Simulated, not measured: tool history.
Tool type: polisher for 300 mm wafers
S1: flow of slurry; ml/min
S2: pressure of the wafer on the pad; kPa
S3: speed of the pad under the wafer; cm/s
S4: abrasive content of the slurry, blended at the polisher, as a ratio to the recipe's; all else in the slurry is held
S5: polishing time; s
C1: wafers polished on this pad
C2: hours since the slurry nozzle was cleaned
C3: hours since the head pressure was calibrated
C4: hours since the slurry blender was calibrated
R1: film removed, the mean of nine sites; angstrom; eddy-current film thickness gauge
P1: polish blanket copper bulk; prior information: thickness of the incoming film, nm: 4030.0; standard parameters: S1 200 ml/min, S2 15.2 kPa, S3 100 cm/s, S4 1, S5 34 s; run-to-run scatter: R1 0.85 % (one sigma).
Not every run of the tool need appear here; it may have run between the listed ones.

run,day,S1,S2,S3,S4,S5,C1,C2,C3,C4,R1
1,0.358,200,15.2,100,1,34,666,200.4,849.1,317.7,2420.4
2,0.638,200,23.4,100,1,25,727,207.1,855.8,324.4,2736.6
3,1.071,200,23.4,100,1,34,822,217.5,866.2,334.8,3706.3
4,1.608,200,15.2,66,1,34,940,230.4,879.1,347.7,1596.8
5,2.088,200,15.2,100,1,34,1045,241.9,890.6,359.2,2381.9
6,2.488,120,15.2,100,1,34,1132,251.5,900.2,368.8,2211.5
7,2.942,200,15.2,100,1,34,1232,262.4,911.1,379.7,2411.7
8,3.208,200,15.2,100,1.25,34,1290,268.8,917.5,386.1,2523.9
9,3.529,200,15.2,100,1,53,1361,276.5,925.2,393.8,3728.1
10,3.992,260,15.2,100,1,43,1462,287.6,936.3,404.9,3121.7
11,4.342,200,15.2,100,0.55,34,1539,296,944.7,413.3,2098.4
12,4.617,200,15.2,134,1,34,1599,302.6,951.3,419.9,3256.7
13,5.125,295,15.2,100,1,34,1710,314.8,963.5,432.1,2534
14,5.392,200,8.3,100,1,34,1769,321.2,969.9,438.5,1300
15,5.817,200,15.2,124,1.45,34,1862,331.4,980.1,448.7,3242.9
16,6.117,200,15.2,100,1,25,1927,338.6,987.3,455.9,1786.1
17,6.554,200,15.2,100,1,34,2023,349.1,997.8,466.4,2392.5
18,6.954,200,15.2,100,1,34,2111,358.7,1007.4,476,2394.2
19,7.375,200,15.2,100,1,34,2203,368.8,1017.5,486.1,2333.6

What does the tool deliver on the next run?
20,7.9,200,15.2,100,1,34,2318,381.4,1030.1,498.7,?

Run 20 yielded R1 2339.2 angstrom.
